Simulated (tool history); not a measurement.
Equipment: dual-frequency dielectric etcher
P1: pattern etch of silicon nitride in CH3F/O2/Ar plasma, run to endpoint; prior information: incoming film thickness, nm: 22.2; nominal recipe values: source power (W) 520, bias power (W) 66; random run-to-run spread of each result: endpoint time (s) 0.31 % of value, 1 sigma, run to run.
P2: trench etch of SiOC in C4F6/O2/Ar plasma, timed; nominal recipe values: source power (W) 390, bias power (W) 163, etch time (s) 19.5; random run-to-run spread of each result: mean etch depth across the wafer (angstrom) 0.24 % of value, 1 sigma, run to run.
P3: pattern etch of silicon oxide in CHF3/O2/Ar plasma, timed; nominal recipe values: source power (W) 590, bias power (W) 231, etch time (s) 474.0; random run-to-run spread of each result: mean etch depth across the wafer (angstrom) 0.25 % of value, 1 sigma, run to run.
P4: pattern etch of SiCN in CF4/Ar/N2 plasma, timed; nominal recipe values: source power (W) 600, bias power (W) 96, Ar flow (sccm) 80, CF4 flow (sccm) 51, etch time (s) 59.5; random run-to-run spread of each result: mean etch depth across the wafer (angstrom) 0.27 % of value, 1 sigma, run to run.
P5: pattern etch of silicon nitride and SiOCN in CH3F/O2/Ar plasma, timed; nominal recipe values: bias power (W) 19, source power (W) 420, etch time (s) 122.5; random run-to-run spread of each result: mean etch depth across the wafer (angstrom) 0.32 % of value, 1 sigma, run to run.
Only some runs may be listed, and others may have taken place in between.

run     day  process that ran  source power (W)  bias power (W)  etch time (s)  Ar flow (sccm)  CF4 flow (sccm)  endpoint time (s)  mean etch depth across the wafer (angstrom)
  1   0.467                P1               520              66                                                             28.679
  2   0.846                P5               420              19          122.5                                                                                          155.180
  3   1.142                P3               590             231          474.0                                                                                        10292.000
  4   1.500                P1               520              66                                                             28.408
  5   1.942                P4               600              96           76.5              80               51                                                         936.370
  6   2.471                P1               710              66                                                             25.273
  7   2.842                P4               800              96           59.5              80               51                                                         936.090
  8   3.158                P1               520              66                                                             28.478
  9   3.442                P1               520              41                                                             33.012
 10   3.788                P1               520              66                                                             28.559
 11   4.188                P1               390              66                                                             31.900
 12   4.533                P5               520              19          122.5                                                                                          166.030
 13   5.117                P2               390             163           26.5                                                                                          525.130
 14   5.521                P4               600              96           59.5              80               51                                                         728.810
 15   5.846                P4               600              96           59.5              80               65                                                         753.410
 16   6.238                P3               590             142          474.0                                                                                         8774.000
 17   6.738                P1               520              66                                                             28.502
 18   7.242                P2               260             163           19.5                                                                                          328.970
 19   7.758                P5               420              19           67.5                                                                                           85.282
 20   8.246                P3               590             231          474.0                                                                                        10340.000
 21   8.500                P5               420              11          122.5                                                                                          124.190
 22   8.904                P1               330              78                                                             31.872
 23   9.221                P2               390             229           19.5                                                                                          430.990
 24   9.667                P2               390             163           19.5                                                                                          386.890
 25  10.088                P3               590             231          260.5                                                                                         5647.700
 26  10.379                P3               800             231          474.0                                                                                        11549.000
 27  10.946                P4               600              96           59.5              56               51                                                         761.560
 28  11.433                P1               520              91                                                             25.521
 29  12.004                P2               390             163           19.5                                                                                          388.180
 30  12.367                P4               600              58           59.5              80               51                                                         615.410
 31  12.708                P1               520              66                                                             28.405
 32  13.012                P4               600              96           59.5              80               51                                                         728.800
 33  13.533                P1               520              66                                                             28.587
 34  14.008                P1               520              66                                                             28.563
 35  14.367                P1               520              66                                                             28.751
 36  14.796                P1               520              66                                                             28.897
 37  15.325                P1               520              66                                                             28.865
 38  15.833                P1               520              66                                                             28.946
 39  16.404                P1               520              66                                                             28.961
 40  16.779                P1               520              66                                                             28.783
     16.967  -- wet clean of the chamber
 41  17.308                P1               520              66                                                             28.887
 42  17.608                P1               520              66                                                             29.122
 43  17.871                P1               520              66                                                             28.887
 44  18.429                P1               520              66                                                             29.042

Compared with where it was, what P1 gives has crept away. Each cause listed below fits the log as well as the rest, at the size given for it:
A: bias power that arrives under what is set, % = 4.63
B: source power that arrives under what is set, % = 3.95
Creep in the process output first set in at about day 13.533.
Other possible causes, and why each is ruled out:
chamber walls in a state that lowers the etch rate, %: serviced at day 16.967, which brought nothing back

Each of the 4 check runs below uses one wafer; its results are left as question marks. Which run tells the causes apart?
check 1  18.988                P3               590             167          260.5                                                                                                ?
check 2  18.988                P2               390             226           19.5                                                                                                ?
check 3  18.988                P4               600              58           59.5              80               64                                                               ?
check 4  18.988                P5               420              13           67.5                                                                                                ?

How each check would come out, cause by cause:
  check                                       result      if A      if B
check 1  mean etch depth across the wafer (angstrom)  4989.100  4989.900
check 2  mean etch depth across the wafer (angstrom)   423.100   423.200
check 3  mean etch depth across the wafer (angstrom)   626.420   613.450
check 4  mean etch depth across the wafer (angstrom)    71.762    72.006
Separation of the two closest causes in each check, using whichever result separates them best: check 1 0.02 %; check 2 0.02 %; check 3 2.09 %; check 4 0.34 %
Check 3 distinguishes between the causes, while the remaining checks would return nearly the same result for all of them.

Check 3 has now been run. It gave: mean etch depth across the wafer (angstrom) 629.100. Which of the candidate causes is it?

The correct cause is A, namely: bias power that arrives under what is set, %.
